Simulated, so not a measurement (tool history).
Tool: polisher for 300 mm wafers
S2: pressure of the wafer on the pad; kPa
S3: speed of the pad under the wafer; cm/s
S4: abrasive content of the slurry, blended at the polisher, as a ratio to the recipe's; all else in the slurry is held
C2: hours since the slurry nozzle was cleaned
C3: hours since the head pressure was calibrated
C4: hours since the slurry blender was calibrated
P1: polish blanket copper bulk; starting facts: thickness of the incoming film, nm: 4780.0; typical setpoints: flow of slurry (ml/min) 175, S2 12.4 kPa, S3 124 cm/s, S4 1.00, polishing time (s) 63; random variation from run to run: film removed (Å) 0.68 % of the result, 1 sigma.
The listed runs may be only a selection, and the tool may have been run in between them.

run 1 hour=3.4 | flow_of_slurry_(ml/min)=175 S2=12.4 S3=124 S4=1.00 polishing_time_(s)=63 | wafers_polished_on_this_pad=283 C2=291.5 C3=153.4 C4=161.3 | film_removed_(Å)=3980.4
run 2 hour=9.0 | flow_of_slurry_(ml/min)=175 S2=12.4 S3=124 S4=1.00 polishing_time_(s)=63 | wafers_polished_on_this_pad=370 C2=297.1 C3=159.0 C4=166.9 | film_removed_(Å)=3971.1
run 3 hour=13.6 | flow_of_slurry_(ml/min)=175 S2=12.4 S3=84 S4=1.00 polishing_time_(s)=63 | wafers_polished_on_this_pad=442 C2=301.7 C3=163.6 C4=171.5 | film_removed_(Å)=2678.0
run 4 hour=16.5 | flow_of_slurry_(ml/min)=175 S2=12.4 S3=124 S4=1.00 polishing_time_(s)=37 | wafers_polished_on_this_pad=488 C2=304.6 C3=166.5 C4=174.4 | film_removed_(Å)=2344.5
run 5 hour=21.2 | flow_of_slurry_(ml/min)=175 S2=12.4 S3=124 S4=1.00 polishing_time_(s)=89 | wafers_polished_on_this_pad=561 C2=309.3 C3=171.2 C4=179.1 | film_removed_(Å)=5613.6
run 6 hour=24.2 | flow_of_slurry_(ml/min)=175 S2=12.4 S3=124 S4=0.75 polishing_time_(s)=63 | wafers_polished_on_this_pad=608 C2=312.3 C3=174.2 C4=182.1 | film_removed_(Å)=3724.7
run 7 hour=30.0 | flow_of_slurry_(ml/min)=275 S2=12.4 S3=124 S4=1.00 polishing_time_(s)=63 | wafers_polished_on_this_pad=699 C2=318.1 C3=180.0 C4=187.9 | film_removed_(Å)=4215.9
run 8 hour=35.3 | flow_of_slurry_(ml/min)=175 S2=12.4 S3=124 S4=1.50 polishing_time_(s)=63 | wafers_polished_on_this_pad=782 C2=323.4 C3=185.3 C4=193.2 | film_removed_(Å)=4290.0
run 9 hour=40.8 | flow_of_slurry_(ml/min)=175 S2=8.3 S3=124 S4=1.00 polishing_time_(s)=63 | wafers_polished_on_this_pad=868 C2=328.9 C3=190.8 C4=198.7 | film_removed_(Å)=2630.7
run 10 hour=44.3 | flow_of_slurry_(ml/min)=175 S2=12.4 S3=124 S4=1.00 polishing_time_(s)=63 | wafers_polished_on_this_pad=923 C2=332.4 C3=194.3 C4=202.2 | film_removed_(Å)=3977.9
run 11 hour=48.7 | flow_of_slurry_(ml/min)=175 S2=12.4 S3=170 S4=1.00 polishing_time_(s)=63 | wafers_polished_on_this_pad=992 C2=336.8 C3=198.7 C4=206.6 | film_removed_(Å)=5500.2
run 12 hour=53.4 | flow_of_slurry_(ml/min)=175 S2=12.4 S3=124 S4=0.70 polishing_time_(s)=98 | wafers_polished_on_this_pad=1065 C2=341.5 C3=203.4 C4=211.3 | film_removed_(Å)=5827.4
run 13 hour=59.4 | flow_of_slurry_(ml/min)=175 S2=17.9 S3=124 S4=1.00 polishing_time_(s)=63 | wafers_polished_on_this_pad=1159 C2=347.5 C3=209.4 C4=217.3 | film_removed_(Å)=5804.7
run 14 hour=62.4 | flow_of_slurry_(ml/min)=250 S2=12.4 S3=124 S4=1.30 polishing_time_(s)=63 | wafers_polished_on_this_pad=1206 C2=350.5 C3=212.4 C4=220.3 | film_removed_(Å)=4407.5
run 15 hour=68.4 | flow_of_slurry_(ml/min)=175 S2=12.4 S3=124 S4=1.00 polishing_time_(s)=63 | wafers_polished_on_this_pad=1300 C2=356.5 C3=218.4 C4=226.3 | film_removed_(Å)=3916.6
run 16 hour=73.5 | flow_of_slurry_(ml/min)=175 S2=12.4 S3=124 S4=1.00 polishing_time_(s)=63 | wafers_polished_on_this_pad=1379 C2=361.6 C3=223.5 C4=231.4 | film_removed_(Å)=3951.7
run 17 hour=77.5 | flow_of_slurry_(ml/min)=120 S2=12.4 S3=124 S4=1.00 polishing_time_(s)=63 | wafers_polished_on_this_pad=1442 C2=365.6 C3=227.5 C4=235.4 | film_removed_(Å)=3735.4
run 18 hour=81.4 | flow_of_slurry_(ml/min)=175 S2=12.4 S3=124 S4=1.00 polishing_time_(s)=63 | wafers_polished_on_this_pad=1503 C2=369.5 C3=231.4 C4=239.3 | film_removed_(Å)=3997.1
run 19 hour=87.2 | flow_of_slurry_(ml/min)=175 S2=12.4 S3=124 S4=1.00 polishing_time_(s)=63 | wafers_polished_on_this_pad=1594 C2=375.3 C3=237.2 C4=245.1 | film_removed_(Å)=3893.2
run 20 hour=93.2 | flow_of_slurry_(ml/min)=175 S2=12.4 S3=124 S4=1.00 polishing_time_(s)=63 | wafers_polished_on_this_pad=1688 C2=381.3 C3=243.2 C4=251.1 | film_removed_(Å)=3726.3
-- hour=96.9 worn pad replaced by a new one
run 21 hour=97.7 | flow_of_slurry_(ml/min)=175 S2=12.4 S3=124 S4=1.00 polishing_time_(s)=63 | wafers_polished_on_this_pad=13 C2=385.8 C3=247.7 C4=255.6 | film_removed_(Å)=3727.6
-- hour=98.9 head pressure recalibrated
run 22 hour=104.1 | flow_of_slurry_(ml/min)=175 S2=12.4 S3=124 S4=1.00 polishing_time_(s)=63 | wafers_polished_on_this_pad=113 C2=392.2 C3=5.3 C4=262.0 | film_removed_(Å)=3673.5
run 23 hour=108.3 | flow_of_slurry_(ml/min)=175 S2=12.4 S3=124 S4=1.00 polishing_time_(s)=63 | wafers_polished_on_this_pad=179 C2=396.4 C3=9.5 C4=266.2 | film_removed_(Å)=3606.3
run 24 hour=114.1 | flow_of_slurry_(ml/min)=175 S2=12.4 S3=124 S4=1.00 polishing_time_(s)=63 | wafers_polished_on_this_pad=269 C2=402.2 C3=15.3 C4=272.0 | film_removed_(Å)=3608.3
run 25 hour=117.8 | flow_of_slurry_(ml/min)=175 S2=12.4 S3=124 S4=1.00 polishing_time_(s)=63 | wafers_polished_on_this_pad=327 C2=405.9 C3=19.0 C4=275.7 | film_removed_(Å)=3673.9
run 26 hour=121.5 | flow_of_slurry_(ml/min)=175 S2=12.4 S3=124 S4=1.00 polishing_time_(s)=63 | wafers_polished_on_this_pad=385 C2=409.6 C3=22.7 C4=279.4 | film_removed_(Å)=3690.3

The log shows P1 creeping away from where it was. Any of the 2 causes listed here, at the size stated for it, fits the log just as well as the others:
A: abrasive missing from the slurry, % = 33.8
B: slurry flow missing at the pad, % = 36.7
The gradual shift began around hour 81.4.
Every other cause this tool's parts could produce, and why it does not fit the log:
removal rate lost through wear of the pad, %: its service at hour 96.9 followed the start of the drift and did not put the process back to its old value
head's pressure below its setpoint, %: its service at hour 98.9 followed the start of the drift and did not put the process back to its old value

Each of the check runs listed below is run on 5 wafers and reports their average, with the results left as question marks. Pick the one under which the possible causes would lead to clearly different results.
run check 1 hour=125.2 | flow_of_slurry_(ml/min)=250 S2=17.9 S3=124 S4=1.00 polishing_time_(s)=63 | film_removed_(Å)=?
run check 2 hour=125.2 | flow_of_slurry_(ml/min)=175 S2=12.4 S3=124 S4=1.45 polishing_time_(s)=50 | film_removed_(Å)=?
run check 3 hour=125.2 | flow_of_slurry_(ml/min)=175 S2=9.0 S3=124 S4=1.00 polishing_time_(s)=63 | film_removed_(Å)=?
run check 4 hour=125.2 | flow_of_slurry_(ml/min)=175 S2=17.2 S3=124 S4=1.00 polishing_time_(s)=63 | film_removed_(Å)=?

Predicted outcomes, by check and by cause:
check=check_1 result=film_removed_(Å) if_A=5503.6 if_B=5638.9
check=check_2 result=film_removed_(Å) if_A=3120.8 if_B=3133.1
check=check_3 result=film_removed_(Å) if_A=2628.3 if_B=2628.3
check=check_4 result=film_removed_(Å) if_A=5054.4 if_B=5054.5
Per-check spread between the two closest causes, in the result where they differ most: check 1 2.43 %; check 2 0.39 %; check 3 0 %; check 4 0 %
Only in check 1 would the causes give clearly different results; in the remaining checks their results would be nearly the same.

Here is what check 1 returned: film removed (Å) 5633.6. Which cause is it?

It was cause B: slurry flow missing at the pad, %.

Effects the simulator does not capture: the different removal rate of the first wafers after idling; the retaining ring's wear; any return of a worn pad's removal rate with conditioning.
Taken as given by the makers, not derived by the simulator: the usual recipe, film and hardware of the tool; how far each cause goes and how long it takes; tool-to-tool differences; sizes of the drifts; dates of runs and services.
